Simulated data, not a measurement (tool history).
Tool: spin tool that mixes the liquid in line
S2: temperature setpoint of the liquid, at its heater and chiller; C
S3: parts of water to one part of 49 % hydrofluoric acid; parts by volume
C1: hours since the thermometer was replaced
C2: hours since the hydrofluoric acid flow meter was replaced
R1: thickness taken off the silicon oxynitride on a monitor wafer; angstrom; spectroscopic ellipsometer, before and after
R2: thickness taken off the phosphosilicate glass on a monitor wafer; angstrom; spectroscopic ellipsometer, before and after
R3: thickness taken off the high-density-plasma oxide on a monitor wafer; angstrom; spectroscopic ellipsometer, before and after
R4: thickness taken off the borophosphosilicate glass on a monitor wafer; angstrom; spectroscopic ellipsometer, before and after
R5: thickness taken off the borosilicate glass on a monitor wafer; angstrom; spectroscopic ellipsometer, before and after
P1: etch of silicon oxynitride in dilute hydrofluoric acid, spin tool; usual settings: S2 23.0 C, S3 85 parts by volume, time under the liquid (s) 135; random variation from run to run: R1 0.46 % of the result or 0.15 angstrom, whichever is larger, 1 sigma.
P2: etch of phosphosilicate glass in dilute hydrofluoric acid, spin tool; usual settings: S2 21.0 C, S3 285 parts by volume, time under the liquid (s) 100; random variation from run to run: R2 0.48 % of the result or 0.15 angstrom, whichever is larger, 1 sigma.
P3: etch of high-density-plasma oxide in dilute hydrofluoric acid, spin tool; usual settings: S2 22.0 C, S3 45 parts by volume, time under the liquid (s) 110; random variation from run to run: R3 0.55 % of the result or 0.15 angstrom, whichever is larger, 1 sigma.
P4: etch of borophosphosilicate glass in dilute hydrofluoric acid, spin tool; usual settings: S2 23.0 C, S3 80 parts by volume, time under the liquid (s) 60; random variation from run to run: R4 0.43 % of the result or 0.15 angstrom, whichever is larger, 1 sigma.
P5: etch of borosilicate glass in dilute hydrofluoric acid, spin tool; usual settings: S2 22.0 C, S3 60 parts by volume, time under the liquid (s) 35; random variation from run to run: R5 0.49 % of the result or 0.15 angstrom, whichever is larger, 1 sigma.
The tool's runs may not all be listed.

{"run": 1, "hour": 13.6, "process that ran": "P1", "S2": 23.0, "S3": 85, "time under the liquid (s)": 135, "C1": 417.4, "C2": 561.8, "R1": 71.435}
{"run": 2, "hour": 27.1, "process that ran": "P2", "S2": 28.5, "S3": 285, "time under the liquid (s)": 100, "C1": 430.9, "C2": 575.3, "R2": 521.31}
{"run": 3, "hour": 40.6, "process that ran": "P1", "S2": 23.0, "S3": 145, "time under the liquid (s)": 135, "C1": 444.4, "C2": 588.8, "R1": 39.597}
{"run": 4, "hour": 55.8, "process that ran": "P3", "S2": 17.0, "S3": 45, "time under the liquid (s)": 110, "C1": 459.6, "C2": 604.0, "R3": 98.085}
{"run": 5, "hour": 64.5, "process that ran": "P1", "S2": 27.5, "S3": 85, "time under the liquid (s)": 135, "C1": 468.3, "C2": 612.7, "R1": 86.771}
{"run": 6, "hour": 78.7, "process that ran": "P1", "S2": 23.0, "S3": 85, "time under the liquid (s)": 135, "C1": 482.5, "C2": 626.9, "R1": 70.895}
{"run": 7, "hour": 89.6, "process that ran": "P3", "S2": 22.0, "S3": 45, "time under the liquid (s)": 180, "C1": 493.4, "C2": 637.8, "R3": 200.21}
{"run": 8, "hour": 101.7, "process that ran": "P2", "S2": 21.0, "S3": 485, "time under the liquid (s)": 100, "C1": 505.5, "C2": 649.9, "R2": 199.73}
{"run": 9, "hour": 114.7, "process that ran": "P4", "S2": 23.0, "S3": 115, "time under the liquid (s)": 60, "C1": 518.5, "C2": 662.9, "R4": 257.65}
{"run": 10, "hour": 124.0, "process that ran": "P3", "S2": 22.0, "S3": 45, "time under the liquid (s)": 110, "C1": 527.8, "C2": 672.2, "R3": 123.49}
{"run": 11, "hour": 133.9, "process that ran": "P5", "S2": 22.0, "S3": 60, "time under the liquid (s)": 35, "C1": 537.7, "C2": 682.1, "R5": 311.62}
{"run": 12, "hour": 149.8, "process that ran": "P1", "S2": 23.0, "S3": 85, "time under the liquid (s)": 135, "C1": 553.6, "C2": 698.0, "R1": 71.051}
{"run": 13, "hour": 162.9, "process that ran": "P1", "S2": 17.5, "S3": 25, "time under the liquid (s)": 135, "C1": 566.7, "C2": 711.1, "R1": 190.51}
{"run": 14, "hour": 176.2, "process that ran": "P5", "S2": 22.0, "S3": 40, "time under the liquid (s)": 35, "C1": 580.0, "C2": 724.4, "R5": 474.98}
{"run": 15, "hour": 183.9, "process that ran": "P5", "S2": 22.0, "S3": 60, "time under the liquid (s)": 35, "C1": 587.7, "C2": 732.1, "R5": 314.08}
{"run": 16, "hour": 196.4, "process that ran": "P4", "S2": 17.0, "S3": 80, "time under the liquid (s)": 60, "C1": 600.2, "C2": 744.6, "R4": 299.72}
{"run": 17, "hour": 212.7, "process that ran": "P1", "S2": 23.0, "S3": 20, "time under the liquid (s)": 135, "C1": 616.5, "C2": 760.9, "R1": 317.54}
{"run": 18, "hour": 226.7, "process that ran": "P4", "S2": 23.0, "S3": 80, "time under the liquid (s)": 60, "C1": 630.5, "C2": 774.9, "R4": 386.07}
{"run": 19, "hour": 236.9, "process that ran": "P1", "S2": 17.0, "S3": 35, "time under the liquid (s)": 135, "C1": 640.7, "C2": 785.1, "R1": 130.99}
{"run": 20, "hour": 251.7, "process that ran": "P1", "S2": 23.0, "S3": 85, "time under the liquid (s)": 245, "C1": 655.5, "C2": 799.9, "R1": 127.89}
{"run": 21, "hour": 261.1, "process that ran": "P1", "S2": 23.0, "S3": 85, "time under the liquid (s)": 135, "C1": 664.9, "C2": 809.3, "R1": 70.336}
{"run": 22, "hour": 275.1, "process that ran": "P3", "S2": 22.0, "S3": 45, "time under the liquid (s)": 110, "C1": 678.9, "C2": 823.3, "R3": 122.73}
{"run": 23, "hour": 287.9, "process that ran": "P5", "S2": 17.5, "S3": 60, "time under the liquid (s)": 35, "C1": 691.7, "C2": 836.1, "R5": 260.06}
{"run": 24, "hour": 297.0, "process that ran": "P1", "S2": 17.0, "S3": 85, "time under the liquid (s)": 135, "C1": 700.8, "C2": 845.2, "R1": 52.403}
{"run": 25, "hour": 306.2, "process that ran": "P5", "S2": 22.0, "S3": 60, "time under the liquid (s)": 15, "C1": 710.0, "C2": 854.4, "R5": 132.57}
{"run": 26, "hour": 313.8, "process that ran": "P4", "S2": 23.0, "S3": 80, "time under the liquid (s)": 115, "C1": 717.6, "C2": 862.0, "R4": 735.33}
{"run": 27, "hour": 325.9, "process that ran": "P3", "S2": 22.0, "S3": 75, "time under the liquid (s)": 110, "C1": 729.7, "C2": 874.1, "R3": 71.196}
{"run": 28, "hour": 335.5, "process that ran": "P2", "S2": 21.0, "S3": 285, "time under the liquid (s)": 165, "C1": 739.3, "C2": 883.7, "R2": 664.5}
{"run": 29, "hour": 345.8, "process that ran": "P2", "S2": 21.0, "S3": 285, "time under the liquid (s)": 100, "C1": 749.6, "C2": 894.0, "R2": 405.05}
{"run": 30, "hour": 356.6, "process that ran": "P1", "S2": 23.0, "S3": 85, "time under the liquid (s)": 15, "C1": 760.4, "C2": 904.8, "R1": 8.1347}
{"run": 31, "hour": 365.9, "process that ran": "P1", "S2": 23.0, "S3": 85, "time under the liquid (s)": 135, "C1": 769.7, "C2": 914.1, "R1": 70.524}
{"run": 32, "hour": 377.5, "process that ran": "P1", "S2": 23.0, "S3": 85, "time under the liquid (s)": 135, "C1": 781.3, "C2": 925.7, "R1": 70.379}
{"run": 33, "hour": 385.5, "process that ran": "P1", "S2": 23.0, "S3": 85, "time under the liquid (s)": 135, "C1": 789.3, "C2": 933.7, "R1": 72.027}
{"run": 34, "hour": 398.6, "process that ran": "P1", "S2": 23.0, "S3": 85, "time under the liquid (s)": 135, "C1": 802.4, "C2": 946.8, "R1": 73.417}
{"run": 35, "hour": 414.7, "process that ran": "P1", "S2": 23.0, "S3": 85, "time under the liquid (s)": 135, "C1": 818.5, "C2": 962.9, "R1": 75.132}
{"run": 36, "hour": 427.0, "process that ran": "P1", "S2": 23.0, "S3": 85, "time under the liquid (s)": 135, "C1": 830.8, "C2": 975.2, "R1": 75.582}
{"run": 37, "hour": 437.5, "process that ran": "P1", "S2": 23.0, "S3": 85, "time under the liquid (s)": 135, "C1": 841.3, "C2": 985.7, "R1": 76.453}
{"run": 38, "hour": 454.7, "process that ran": "P1", "S2": 23.0, "S3": 85, "time under the liquid (s)": 135, "C1": 858.5, "C2": 1002.9, "R1": 76.917}
{"run": 39, "hour": 470.5, "process that ran": "P1", "S2": 23.0, "S3": 85, "time under the liquid (s)": 135, "C1": 874.3, "C2": 1018.7, "R1": 76.741}
{"run": 40, "hour": 483.4, "process that ran": "P1", "S2": 23.0, "S3": 85, "time under the liquid (s)": 135, "C1": 887.2, "C2": 1031.6, "R1": 77.042}

Run 41 comes next. What will it give?
{"run": 41, "hour": 498.8, "process that ran": "P1", "S2": 23.0, "S3": 85, "time under the liquid (s)": 135, "C1": 902.6, "C2": 1047.0, "R1": "?"}

R1: 77.3010 angstrom
